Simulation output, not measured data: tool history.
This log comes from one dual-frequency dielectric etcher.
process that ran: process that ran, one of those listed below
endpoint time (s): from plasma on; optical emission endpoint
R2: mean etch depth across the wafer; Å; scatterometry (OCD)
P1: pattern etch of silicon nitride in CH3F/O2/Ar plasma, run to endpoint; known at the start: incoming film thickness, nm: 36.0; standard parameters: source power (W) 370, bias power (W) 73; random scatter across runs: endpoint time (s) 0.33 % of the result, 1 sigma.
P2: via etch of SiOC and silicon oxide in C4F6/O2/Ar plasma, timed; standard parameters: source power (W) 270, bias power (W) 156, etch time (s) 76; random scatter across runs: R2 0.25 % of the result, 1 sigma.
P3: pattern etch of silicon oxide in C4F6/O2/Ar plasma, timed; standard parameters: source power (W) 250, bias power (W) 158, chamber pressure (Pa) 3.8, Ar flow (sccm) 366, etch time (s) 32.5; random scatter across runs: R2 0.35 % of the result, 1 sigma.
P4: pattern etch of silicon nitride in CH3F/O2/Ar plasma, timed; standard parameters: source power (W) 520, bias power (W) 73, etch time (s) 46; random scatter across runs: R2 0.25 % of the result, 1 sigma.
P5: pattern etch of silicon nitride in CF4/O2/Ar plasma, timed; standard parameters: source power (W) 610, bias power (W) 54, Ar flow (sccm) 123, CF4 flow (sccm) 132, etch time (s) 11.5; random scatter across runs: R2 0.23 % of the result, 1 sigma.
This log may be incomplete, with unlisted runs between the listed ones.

Run 1, hour 6.3: process that ran P1, source power (W) 370, bias power (W) 73. Result: endpoint time (s) 54.566.
Run 2, hour 12.7: process that ran P1, source power (W) 370, bias power (W) 73. Result: endpoint time (s) 54.869.
Run 3, hour 20.8: process that ran P1, source power (W) 430, bias power (W) 55. Result: endpoint time (s) 56.792.
Run 4, hour 30.2: process that ran P3, source power (W) 340, bias power (W) 158, chamber pressure (Pa) 3.8, Ar flow (sccm) 366, etch time (s) 32.5. Result: R2 931.64 Å.
Run 5, hour 38.7: process that ran P5, source power (W) 480, bias power (W) 54, Ar flow (sccm) 123, etch time (s) 11.5, CF4 flow (sccm) 132. Result: R2 218.19 Å.
Run 6, hour 44.9: process that ran P1, source power (W) 510, bias power (W) 87. Result: endpoint time (s) 45.445.
Run 7, hour 51.1: process that ran P2, source power (W) 270, bias power (W) 221, etch time (s) 76. Result: R2 799.61 Å.
Run 8, hour 61.7: process that ran P5, source power (W) 610, bias power (W) 54, Ar flow (sccm) 175, etch time (s) 11.5, CF4 flow (sccm) 132. Result: R2 257.52 Å.
Run 9, hour 68.9: process that ran P1, source power (W) 510, bias power (W) 73. Result: endpoint time (s) 48.654.
Run 10, hour 81.3: process that ran P1, source power (W) 370, bias power (W) 73. Result: endpoint time (s) 54.911.
Run 11, hour 87.8: process that ran P4, source power (W) 710, bias power (W) 73, etch time (s) 46. Result: R2 404.84 Å.
At hour 88.9: source power generator calibrated.
Run 12, hour 99.7: process that ran P4, source power (W) 520, bias power (W) 73, etch time (s) 46. Result: R2 360.55 Å.
Run 13, hour 108.2: process that ran P2, source power (W) 160, bias power (W) 156, etch time (s) 76. Result: R2 581.61 Å.
Run 14, hour 116.1: process that ran P1, source power (W) 370, bias power (W) 73. Result: endpoint time (s) 54.584.
Run 15, hour 123.5: process that ran P4, source power (W) 520, bias power (W) 55, etch time (s) 46. Result: R2 329.12 Å.
Run 16, hour 129.9: process that ran P2, source power (W) 270, bias power (W) 156, etch time (s) 76. Result: R2 707.87 Å.
Run 17, hour 140.4: process that ran P3, source power (W) 250, bias power (W) 224, chamber pressure (Pa) 3.8, Ar flow (sccm) 366, etch time (s) 32.5. Result: R2 928.6 Å.
Run 18, hour 150.3: process that ran P5, source power (W) 610, bias power (W) 54, Ar flow (sccm) 123, etch time (s) 7.5, CF4 flow (sccm) 132. Result: R2 176.27 Å.
Run 19, hour 155.8: process that ran P3, source power (W) 250, bias power (W) 158, chamber pressure (Pa) 3.8, Ar flow (sccm) 263, etch time (s) 32.5. Result: R2 857.78 Å.
Run 20, hour 162.2: process that ran P3, source power (W) 250, bias power (W) 158, chamber pressure (Pa) 3.8, Ar flow (sccm) 366, etch time (s) 32.5. Result: R2 830.37 Å.
Run 21, hour 174.4: process that ran P3, source power (W) 250, bias power (W) 158, chamber pressure (Pa) 4.6, Ar flow (sccm) 366, etch time (s) 32.5. Result: R2 810.1 Å.
Run 22, hour 186.1: process that ran P5, source power (W) 610, bias power (W) 54, Ar flow (sccm) 123, etch time (s) 11.5, CF4 flow (sccm) 88. Result: R2 256.41 Å.
Run 23, hour 195.2: process that ran P1, source power (W) 370, bias power (W) 73. Result: endpoint time (s) 54.494.
Run 24, hour 203.8: process that ran P1, source power (W) 370, bias power (W) 73. Result: endpoint time (s) 54.556.
Run 25, hour 213.2: process that ran P5, source power (W) 610, bias power (W) 36, Ar flow (sccm) 123, etch time (s) 11.5, CF4 flow (sccm) 132. Result: R2 234.16 Å.
Run 26, hour 222.9: process that ran P1, source power (W) 280, bias power (W) 73. Result: endpoint time (s) 60.915.
Run 27, hour 228.6: process that ran P4, source power (W) 520, bias power (W) 73, etch time (s) 46. Result: R2 358.8 Å.
Run 28, hour 239.2: process that ran P1, source power (W) 370, bias power (W) 89. Result: endpoint time (s) 51.083.
Run 29, hour 245.1: process that ran P4, source power (W) 520, bias power (W) 73, etch time (s) 30.5. Result: R2 239.37 Å.
Run 30, hour 252.7: process that ran P3, source power (W) 250, bias power (W) 158, chamber pressure (Pa) 3.8, Ar flow (sccm) 366, etch time (s) 48.5. Result: R2 1232.3 Å.
Run 31, hour 258.4: process that ran P1, source power (W) 370, bias power (W) 51. Result: endpoint time (s) 61.491.
Run 32, hour 268.5: process that ran P5, source power (W) 610, bias power (W) 54, Ar flow (sccm) 123, etch time (s) 11.5, CF4 flow (sccm) 132. Result: R2 269.33 Å.
Run 33, hour 278.1: process that ran P3, source power (W) 250, bias power (W) 158, chamber pressure (Pa) 3.8, Ar flow (sccm) 366, etch time (s) 32.5. Result: R2 828.48 Å.
Run 34, hour 287.8: process that ran P2, source power (W) 270, bias power (W) 156, etch time (s) 42. Result: R2 393.11 Å.
Run 35, hour 294.5: process that ran P1, source power (W) 370, bias power (W) 73. Result: endpoint time (s) 54.793.
Run 36, hour 307: process that ran P1, source power (W) 370, bias power (W) 73. Result: endpoint time (s) 55.189.
Run 37, hour 315.8: process that ran P1, source power (W) 370, bias power (W) 73. Result: endpoint time (s) 55.351.
At hour 327.3: wet clean of the chamber.
Run 38, hour 328.2: process that ran P1, source power (W) 370, bias power (W) 73. Result: endpoint time (s) 55.235.
Run 39, hour 334.6: process that ran P1, source power (W) 370, bias power (W) 73. Result: endpoint time (s) 55.497.
Run 40, hour 341.9: process that ran P1, source power (W) 370, bias power (W) 73. Result: endpoint time (s) 55.22.
Run 41, hour 352.2: process that ran P1, source power (W) 370, bias power (W) 73. Result: endpoint time (s) 55.532.

Something has made what P1 gives creep away from where it was; the 2 causes below, each at its own stated size, fit the log equally well:
A: bias power that arrives under what is set, % = 4.62
B: source power that arrives under what is set, % = 4.21
At approximately hour 294.5, the process output began to creep.
Every other cause this tool's parts could produce, and why it does not fit the log:
chamber walls in a state that lowers the etch rate, %: was serviced at hour 327.3, once the creep was under way, yet the earlier output never came back

4 check runs are offered, one wafer each, their results left as question marks. Which one tells the causes apart?
Run check 1, hour 362.5: process that ran P2, source power (W) 200, bias power (W) 182, etch time (s) 76. Result: R2 ?.
Run check 2, hour 362.5: process that ran P5, source power (W) 610, bias power (W) 37, Ar flow (sccm) 123, etch time (s) 11.5, CF4 flow (sccm) 91. Result: R2 ?.
Run check 3, hour 362.5: process that ran P3, source power (W) 330, bias power (W) 216, chamber pressure (Pa) 3.8, Ar flow (sccm) 366, etch time (s) 32.5. Result: R2 ?.
Run check 4, hour 362.5: process that ran P4, source power (W) 700, bias power (W) 73, etch time (s) 34.5. Result: R2 ?.

Outcome of each check run for each possible cause:
  check  result    if A    if B
check 1      R2  655.02  654.71
check 2      R2  219.51  214.99
check 3      R2  1006.6  1005.8
check 4      R2  297.52   297.2
Per-check spread between the two closest causes, in the result where they differ most: check 1 0.05 %; check 2 2.08 %; check 3 0.08 %; check 4 0.11 %
Of the check runs offered, only check 2 discriminates between the causes; the rest would read about the same regardless of which cause applies.

Then check 2 was run and gave: R2 219.34 Å. Which cause is it?

The correct cause is A, namely: bias power that arrives under what is set, %.
